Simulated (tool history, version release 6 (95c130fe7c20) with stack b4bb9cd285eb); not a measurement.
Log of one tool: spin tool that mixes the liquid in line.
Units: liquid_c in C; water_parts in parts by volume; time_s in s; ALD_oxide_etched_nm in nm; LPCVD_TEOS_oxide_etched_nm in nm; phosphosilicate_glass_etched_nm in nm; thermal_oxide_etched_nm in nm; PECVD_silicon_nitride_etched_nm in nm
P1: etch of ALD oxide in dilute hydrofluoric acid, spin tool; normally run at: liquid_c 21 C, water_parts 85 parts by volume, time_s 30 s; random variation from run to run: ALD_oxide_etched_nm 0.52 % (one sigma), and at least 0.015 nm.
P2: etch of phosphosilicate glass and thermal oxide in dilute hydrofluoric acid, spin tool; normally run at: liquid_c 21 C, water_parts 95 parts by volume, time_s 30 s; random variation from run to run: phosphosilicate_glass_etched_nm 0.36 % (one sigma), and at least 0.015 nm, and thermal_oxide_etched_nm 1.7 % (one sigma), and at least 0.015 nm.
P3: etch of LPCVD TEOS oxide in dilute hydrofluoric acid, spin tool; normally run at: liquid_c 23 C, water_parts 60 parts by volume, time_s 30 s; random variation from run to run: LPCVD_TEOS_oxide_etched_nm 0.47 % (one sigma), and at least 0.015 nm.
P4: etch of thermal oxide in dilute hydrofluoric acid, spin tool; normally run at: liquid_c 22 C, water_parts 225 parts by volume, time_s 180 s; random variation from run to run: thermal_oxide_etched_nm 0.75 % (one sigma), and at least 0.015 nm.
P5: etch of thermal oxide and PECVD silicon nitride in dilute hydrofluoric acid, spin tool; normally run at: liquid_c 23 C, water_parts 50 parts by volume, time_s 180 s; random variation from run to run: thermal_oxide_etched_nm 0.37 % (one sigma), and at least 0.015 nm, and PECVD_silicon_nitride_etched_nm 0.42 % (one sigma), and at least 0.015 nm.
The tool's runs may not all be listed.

run	hour	process	liquid_c	water_parts	time_s	hours since the thermometer was replaced	hours since the hydrofluoric acid flow meter was replaced	ALD_oxide_etched_nm	LPCVD_TEOS_oxide_etched_nm	phosphosilicate_glass_etched_nm	thermal_oxide_etched_nm	PECVD_silicon_nitride_etched_nm
1	4.9	P1	21	85	30	745.8	829.2	10.112				
2	8.4	P1	17	85	30	749.3	832.7	8.6634				
3	12.8	P3	19	60	30	753.7	837.1		7.2995			
4	17.1	P1	17	145	30	758	841.4	4.7526				
5	21.1	P1	29.5	85	30	762	845.4	14.206				
6	24.9	P2	17	95	30	765.8	849.2			23.79	1.2041	
7	31	P1	21	85	30	771.9	855.3	10.136				
8	33.9	P1	21	140	30	774.8	858.2	5.7944				
9	37.2	P1	21	85	30	778.1	861.5	10.245				
10	42.2	P3	23	60	30	783.1	866.5		8.5787			
11	47	P3	23	60	55	787.9	871.3		15.637			
12	52	P3	23	60	30	792.9	876.3		8.4853			
13	56.2	P5	23	50	180	797.1	880.5				16.047	7.379
14	62.1	P4	22	225	180	803	886.4				2.9728	
15	68.2	P5	30.5	50	180	809.1	892.5				21.692	12.15
16	72.4	P2	21	20	30	813.3	896.7			146.47	7.1076	
17	76.2	P4	17	225	180	817.1	900.5				2.4775	
18	81.3	P4	22	390	180	822.2	905.6				1.4598	
19	87.8	P2	21	95	30	828.7	912.1			28.103	1.4349	
20	93.8	P1	25.5	25	30	834.7	918.1	45.21				
21	99.7	P1	21	85	50	840.6	924	16.971				
22	105.7	P3	23	25	30	846.6	930		21.346			
23	111.3	P1	21	85	30	852.2	935.6	10.265				
24	116	P1	21	85	15	856.9	940.3	5.0453				
25	121.5	P2	21	95	15	862.4	945.8			14.069	0.71313	
26	125.8	P1	21	85	30	866.7	950.1	10.198				
27	130.9	P5	23	20	180	871.8	955.2				41.383	17.982
28	136.4	P5	23	50	15	877.3	960.7				1.3381	0.61745
29	140.1	P4	22	225	180	881	964.4				2.9524	
30	143.1	P4	22	225	315	884	967.4				5.1982	
31	148.7	P2	21	95	30	889.6	973			28.131	1.4066	
32	155.1	P1	21	35	30	896	979.4	26.284				
33	158.3	P1	21	85	30	899.2	982.6	10.284				
34	163.9	P1	21	85	30	904.8	988.2	9.8012				
35	170.4	P1	21	85	30	911.3	994.7	9.5947				
36	175.2	P1	21	85	30	916.1	999.5	9.5974				
37	178.5	P1	21	85	30	919.4	1002.8	9.5508				
38	183.4	P1	21	85	30	924.3	1007.7	9.4567				
39	188.9	P1	21	85	30	929.8	1013.2	9.3828				

What P1 gives has crept away from where it was. These 2 causes fit the log equally well, each at the size given:
A: liquid colder than its thermometer reads (K) = 1.78
B: hydrofluoric acid flow below the setpoint (%) = 6.44
The creep began at about hour 158.3.

4 check runs are offered, one wafer each, their results left as question marks. Which one tells the causes apart?
check 1	194.4	P4	22	225	180						?	
check 2	194.4	P2	21	95	30					?	?	
check 3	194.4	P5	23	50	180						?	?
check 4	194.4	P3	23	60	30				?			

What each check would give under each cause:
check	result	if A	if B
check 1	thermal_oxide_etched_nm	2.7733	2.7318
check 2	phosphosilicate_glass_etched_nm	26.136	26.115
check 2	thermal_oxide_etched_nm	1.2955	1.2944
check 3	thermal_oxide_etched_nm	14.824	14.874
check 3	PECVD_silicon_nitride_etched_nm	6.5917	6.9762
check 4	LPCVD_TEOS_oxide_etched_nm	7.9443	7.9601
How far apart the two closest causes lie, in the result that separates them most: check 1 1.51 %; check 2 0.08 %; check 3 5.67 %; check 4 0.2 %
Only check 3 tells the causes apart: in the others they would give nearly the same result.

Check 3 was then run and gave: thermal_oxide_etched_nm 14.736 nm; PECVD_silicon_nitride_etched_nm 6.5761 nm. Which cause is it?

It is A: liquid colder than its thermometer reads (K).
